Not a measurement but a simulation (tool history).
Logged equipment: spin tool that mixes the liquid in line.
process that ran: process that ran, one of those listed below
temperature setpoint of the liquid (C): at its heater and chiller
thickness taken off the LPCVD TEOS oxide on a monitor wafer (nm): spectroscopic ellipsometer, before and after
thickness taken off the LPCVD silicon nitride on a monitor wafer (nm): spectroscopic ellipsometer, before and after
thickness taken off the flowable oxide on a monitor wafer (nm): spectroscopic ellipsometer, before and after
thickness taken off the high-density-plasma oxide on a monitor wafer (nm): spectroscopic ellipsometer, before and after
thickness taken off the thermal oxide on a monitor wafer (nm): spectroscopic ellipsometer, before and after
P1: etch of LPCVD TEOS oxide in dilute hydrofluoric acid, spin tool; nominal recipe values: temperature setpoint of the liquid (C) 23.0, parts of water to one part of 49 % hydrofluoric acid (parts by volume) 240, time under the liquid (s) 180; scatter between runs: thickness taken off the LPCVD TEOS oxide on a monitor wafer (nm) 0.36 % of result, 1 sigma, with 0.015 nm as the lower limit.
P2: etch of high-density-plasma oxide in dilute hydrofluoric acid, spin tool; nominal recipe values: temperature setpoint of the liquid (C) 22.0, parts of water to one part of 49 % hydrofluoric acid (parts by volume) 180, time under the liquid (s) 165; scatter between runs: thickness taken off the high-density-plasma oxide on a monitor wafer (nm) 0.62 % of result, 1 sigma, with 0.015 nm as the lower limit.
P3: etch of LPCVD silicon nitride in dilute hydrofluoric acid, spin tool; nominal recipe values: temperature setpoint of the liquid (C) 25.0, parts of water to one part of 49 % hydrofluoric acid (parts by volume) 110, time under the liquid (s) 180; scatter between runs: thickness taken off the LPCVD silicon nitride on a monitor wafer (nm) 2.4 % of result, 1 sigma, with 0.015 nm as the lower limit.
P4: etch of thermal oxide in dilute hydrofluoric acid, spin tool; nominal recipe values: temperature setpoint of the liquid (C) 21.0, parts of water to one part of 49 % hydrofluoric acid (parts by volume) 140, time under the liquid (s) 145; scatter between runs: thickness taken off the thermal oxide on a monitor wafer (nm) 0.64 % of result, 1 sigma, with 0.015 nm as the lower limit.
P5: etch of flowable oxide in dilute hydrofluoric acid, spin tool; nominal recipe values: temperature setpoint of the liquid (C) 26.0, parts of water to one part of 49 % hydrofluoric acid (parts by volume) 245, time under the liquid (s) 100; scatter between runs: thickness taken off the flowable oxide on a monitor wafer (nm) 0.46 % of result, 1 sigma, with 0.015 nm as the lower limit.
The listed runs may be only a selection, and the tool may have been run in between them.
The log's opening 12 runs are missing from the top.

| run | hour | process that ran | temperature setpoint of the liquid (C) | parts of water to one part of 49 % hydrofluoric acid (parts by volume) | time under the liquid (s) | hours since the thermometer was replaced | hours since the hydrofluoric acid flow meter was replaced | thickness taken off the LPCVD TEOS oxide on a monitor wafer (nm) | thickness taken off the LPCVD silicon nitride on a monitor wafer (nm) | thickness taken off the flowable oxide on a monitor wafer (nm) | thickness taken off the high-density-plasma oxide on a monitor wafer (nm) | thickness taken off the thermal oxide on a monitor wafer (nm) |
|---|---|---|---|---|---|---|---|---|---|---|---|---|
| 13 | 87.6 | P4 | 21.0 | 140 | 145 | 879.7 | 507.9 |  |  |  |  | 4.2809 |
| 14 | 96.3 | P5 | 26.0 | 245 | 100 | 888.4 | 516.6 |  |  | 9.8757 |  |  |
| 15 | 104.5 | P2 | 22.0 | 180 | 165 | 896.6 | 524.8 |  |  |  | 4.41280 |  |
| 16 | 112.1 | P2 | 30.0 | 180 | 165 | 904.2 | 532.4 |  |  |  | 5.98940 |  |
| 17 | 118.1 | P4 | 21.0 | 140 | 145 | 910.2 | 538.4 |  |  |  |  | 4.3269 |
| 18 | 126.9 | P4 | 21.0 | 25 | 145 | 919.0 | 547.2 |  |  |  |  | 27.2730 |
| 19 | 131.1 | P5 | 26.0 | 245 | 15 | 923.2 | 551.4 |  |  | 1.5184 |  |  |
| 20 | 140.3 | P1 | 23.0 | 240 | 180 | 932.4 | 560.6 | 12.8870 |  |  |  |  |
| 21 | 148.7 | P1 | 23.0 | 240 | 180 | 940.8 | 569.0 | 12.9380 |  |  |  |  |
| 22 | 154.7 | P4 | 21.0 | 140 | 80 | 946.8 | 575.0 |  |  |  |  | 2.3148 |
| 23 | 163.6 | P4 | 29.0 | 140 | 145 | 955.7 | 583.9 |  |  |  |  | 5.7967 |
| 24 | 167.8 | P3 | 25.0 | 110 | 180 | 959.9 | 588.1 |  | 1.0001 |  |  |  |
| 25 | 173.9 | P2 | 22.0 | 295 | 165 | 966.0 | 594.2 |  |  |  | 2.45890 |  |

Predict the results of run 26:
| 26 | 179.1 | P1 | 23.0 | 240 | 180 | 971.2 | 599.4 | ? |  |  |  |  |

{"run 26": {"thickness taken off the LPCVD TEOS oxide on a monitor wafer (nm)": 12.88}}
